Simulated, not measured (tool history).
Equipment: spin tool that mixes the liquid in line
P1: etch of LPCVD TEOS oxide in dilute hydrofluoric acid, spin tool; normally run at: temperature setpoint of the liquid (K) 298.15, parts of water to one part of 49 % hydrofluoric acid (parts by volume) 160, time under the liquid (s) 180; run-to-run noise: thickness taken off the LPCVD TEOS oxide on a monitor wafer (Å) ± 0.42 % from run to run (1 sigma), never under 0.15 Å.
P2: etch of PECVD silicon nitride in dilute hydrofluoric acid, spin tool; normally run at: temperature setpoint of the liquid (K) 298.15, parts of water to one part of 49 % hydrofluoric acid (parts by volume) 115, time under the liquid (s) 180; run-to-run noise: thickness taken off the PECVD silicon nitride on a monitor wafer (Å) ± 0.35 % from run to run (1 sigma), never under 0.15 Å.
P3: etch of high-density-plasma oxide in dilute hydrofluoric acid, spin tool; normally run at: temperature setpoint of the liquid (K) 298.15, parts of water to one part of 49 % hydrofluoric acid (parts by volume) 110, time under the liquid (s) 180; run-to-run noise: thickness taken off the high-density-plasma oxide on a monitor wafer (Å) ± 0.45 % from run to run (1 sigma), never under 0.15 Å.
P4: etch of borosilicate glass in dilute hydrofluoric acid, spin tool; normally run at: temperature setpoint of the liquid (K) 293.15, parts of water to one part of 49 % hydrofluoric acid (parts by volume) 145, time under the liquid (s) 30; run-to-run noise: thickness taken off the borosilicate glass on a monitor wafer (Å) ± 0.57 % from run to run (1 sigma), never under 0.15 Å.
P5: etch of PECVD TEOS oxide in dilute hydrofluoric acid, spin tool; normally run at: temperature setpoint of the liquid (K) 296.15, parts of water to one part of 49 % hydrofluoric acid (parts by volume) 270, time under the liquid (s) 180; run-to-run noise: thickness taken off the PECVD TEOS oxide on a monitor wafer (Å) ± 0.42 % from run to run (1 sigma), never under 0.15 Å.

run,hour,process that ran,temperature setpoint of the liquid (K),parts of water to one part of 49 % hydrofluoric acid (parts by volume),time under the liquid (s),hours since the thermometer was replaced,hours since the hydrofluoric acid flow meter was replaced,thickness taken off the LPCVD TEOS oxide on a monitor wafer (Å),thickness taken off the PECVD silicon nitride on a monitor wafer (Å),thickness taken off the borosilicate glass on a monitor wafer (Å),thickness taken off the PECVD TEOS oxide on a monitor wafer (Å),thickness taken off the high-density-plasma oxide on a monitor wafer (Å)
1,11.9,P1,298.15,160,180,209.1,1135.5,235.580,,,,
2,21.4,P1,292.15,160,75,218.6,1145.0,78.238,,,,
3,37.5,P2,298.15,115,285,234.7,1161.1,,133.040,,,
4,53.9,P2,298.15,115,180,251.1,1177.5,,83.793,,,
5,66.3,P4,293.15,35,30,263.5,1189.9,,,289.260,,
6,78.2,P5,296.15,270,180,275.4,1201.8,,,,54.527,
7,93.4,P1,294.15,160,335,290.6,1217.0,381.060,,,,
8,108.5,P5,296.15,270,85,305.7,1232.1,,,,26.214,
9,119.0,P1,303.65,160,180,316.2,1242.6,289.890,,,,
10,128.9,P3,298.15,110,345,326.1,1252.5,,,,,225.830
11,141.6,P1,298.15,160,180,338.8,1265.2,236.120,,,,
12,154.4,P1,298.15,160,285,351.6,1278.0,380.050,,,,
13,164.7,P1,298.15,160,180,361.9,1288.3,236.840,,,,
14,175.7,P4,293.15,145,30,372.9,1299.3,,,61.790,,
15,192.3,P3,294.15,110,180,389.5,1315.9,,,,,99.909
16,207.1,P1,298.15,160,15,404.3,1330.7,19.865,,,,
17,220.4,P2,303.65,115,180,417.6,1344.0,,120.120,,,
18,235.3,P3,298.15,110,180,432.5,1358.9,,,,,116.900
19,247.1,P1,298.15,160,180,444.3,1370.7,237.180,,,,
20,263.8,P2,298.15,40,180,461.0,1387.4,,237.960,,,
21,280.5,P5,290.65,270,180,477.7,1404.1,,,,44.718,
22,297.5,P5,296.15,130,180,494.7,1421.1,,,,132.810,
23,310.6,P3,298.15,70,180,507.8,1434.2,,,,,193.340
24,321.6,P1,298.15,290,180,518.8,1445.2,114.030,,,,
25,337.6,P1,298.15,160,180,534.8,1461.2,236.790,,,,
26,349.1,P1,291.15,160,180,546.3,1472.7,181.780,,,,
27,363.6,P1,298.15,45,180,560.8,1487.2,970.510,,,,
28,374.6,P4,290.15,145,30,571.8,1498.2,,,54.536,,
29,384.7,P4,293.15,145,55,581.9,1508.3,,,112.280,,
30,392.7,P1,298.15,160,180,589.9,1516.3,237.410,,,,
31,406.6,P1,298.15,160,180,603.8,1530.2,229.590,,,,
32,422.8,P1,298.15,160,180,620.0,1546.4,223.670,,,,
33,436.5,P1,298.15,160,180,633.7,1560.1,221.840,,,,
34,446.9,P1,298.15,160,180,644.1,1570.5,220.590,,,,
35,456.8,P1,298.15,160,180,654.0,1580.4,218.840,,,,
36,469.5,P1,298.15,160,180,666.7,1593.1,217.130,,,,
37,477.4,P1,298.15,160,180,674.6,1601.0,219.420,,,,
38,488.6,P1,298.15,160,180,685.8,1612.2,218.340,,,,

Compared with where it was, what P1 gives has crept away. Each cause listed below fits the log as well as the rest, at the size given for it:
A: liquid colder than its thermometer reads (K) = 2.18
B: hydrofluoric acid flow below the setpoint (%) = 6.7
Onset of the creep was near hour 392.7.

The check runs listed below each take one wafer, and their results are still question marks. Under which run would the listed causes lead to clearly different results?
check 1,499.8,P4,293.15,145,30,,,,,?,,
check 2,499.8,P2,298.15,115,180,,,,?,,,
check 3,499.8,P5,296.15,270,180,,,,,,?,
check 4,499.8,P3,298.15,110,180,,,,,,,?

How each check would come out, cause by cause:
check,result,if A,if B
check 1,thickness taken off the borosilicate glass on a monitor wafer (Å),56.265,56.705
check 2,thickness taken off the PECVD silicon nitride on a monitor wafer (Å),72.976,78.585
check 3,thickness taken off the PECVD TEOS oxide on a monitor wafer (Å),50.763,50.303
check 4,thickness taken off the high-density-plasma oxide on a monitor wafer (Å),108.040,108.770
Smallest distance between any two causes, each pair judged by its most separating result, in per cent: check 1 0.78 %; check 2 7.4 %; check 3 0.91 %; check 4 0.67 %
The causes can be told apart only by check 2. The other checks would give nearly the same results under each of them.

After running check 2, the following was obtained: thickness taken off the PECVD silicon nitride on a monitor wafer (Å) 73.311. Which cause does this point to?

A is the cause: liquid colder than its thermometer reads (K).
